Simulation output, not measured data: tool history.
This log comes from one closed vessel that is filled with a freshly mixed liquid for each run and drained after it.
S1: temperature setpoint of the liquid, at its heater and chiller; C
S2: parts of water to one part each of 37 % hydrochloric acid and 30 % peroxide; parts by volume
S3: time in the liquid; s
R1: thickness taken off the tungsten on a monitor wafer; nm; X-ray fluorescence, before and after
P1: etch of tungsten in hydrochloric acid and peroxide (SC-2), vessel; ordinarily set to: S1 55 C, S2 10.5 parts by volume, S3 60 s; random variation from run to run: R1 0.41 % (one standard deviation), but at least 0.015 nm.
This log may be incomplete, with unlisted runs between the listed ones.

run	hour	S1	S2	S3	R1
1	6.0	55	10.5	60	17.1670
2	12.4	55	10.5	60	17.0620
3	18.3	55	10.5	60	17.0930
4	22.5	55	7.0	30	11.9180
5	27.3	55	10.5	60	16.9310
6	33.1	42	10.5	60	7.1224
7	39.2	55	10.5	115	32.5830
8	45.0	55	14.5	60	12.9820
# hour 46.8: new drum of peroxide connected
9	48.2	55	4.0	60	35.4510
10	53.7	71	10.5	60	45.6390
11	57.9	55	14.0	30	6.6623
12	63.3	55	10.5	30	8.5215
13	69.5	55	10.5	60	17.2060
14	73.0	55	10.5	60	16.4850
15	75.9	55	10.5	60	16.2050
16	79.1	55	10.5	60	15.8550
# hour 80.9: new drum of peroxide connected
17	83.0	55	10.5	60	15.8380
18	85.9	55	10.5	60	15.7540
19	89.8	55	10.5	60	15.6620
20	94.6	55	10.5	60	15.6630

The log shows P1 creeping away from where it was. Any of the 2 causes listed here, at the size stated for it, fits the log just as well as the others:
A: chemicals flow below the setpoint (%) = 10.2
B: liquid colder than its thermometer reads (K) = 1.41
At approximately hour 69.5, the process output began to creep.
What rules out each remaining cause:
peroxide weaker than its label (%): serviced after onset, at hour 80.9, with no recovery of the prior output

Which of the 4 check runs listed below, each an average over 2 wafers with its results shown as question marks, gives clearly different results under the different listed causes?
check 1	99.4	48.0	10.5	80	?
check 2	99.4	45.0	4.0	60	?
check 3	99.4	68.5	10.5	110	?
check 4	99.4	61.0	6.0	60	?

Outcome of each check run for each possible cause:
check	result	if A	if B
check 1	R1	13.0890	13.0310
check 2	R1	16.9770	16.5660
check 3	R1	66.0980	66.5420
check 4	R1	35.9890	35.7560
Smallest distance between any two causes, each pair judged by its most separating result, in per cent: check 1 0.45 %; check 2 2.45 %; check 3 0.67 %; check 4 0.65 %
Check 2 tells the causes apart: in the others they would give nearly the same result.

Running check 2 produced the following: R1 16.5930 nm. Which one of the listed causes fits?

It was cause B: liquid colder than its thermometer reads (K).

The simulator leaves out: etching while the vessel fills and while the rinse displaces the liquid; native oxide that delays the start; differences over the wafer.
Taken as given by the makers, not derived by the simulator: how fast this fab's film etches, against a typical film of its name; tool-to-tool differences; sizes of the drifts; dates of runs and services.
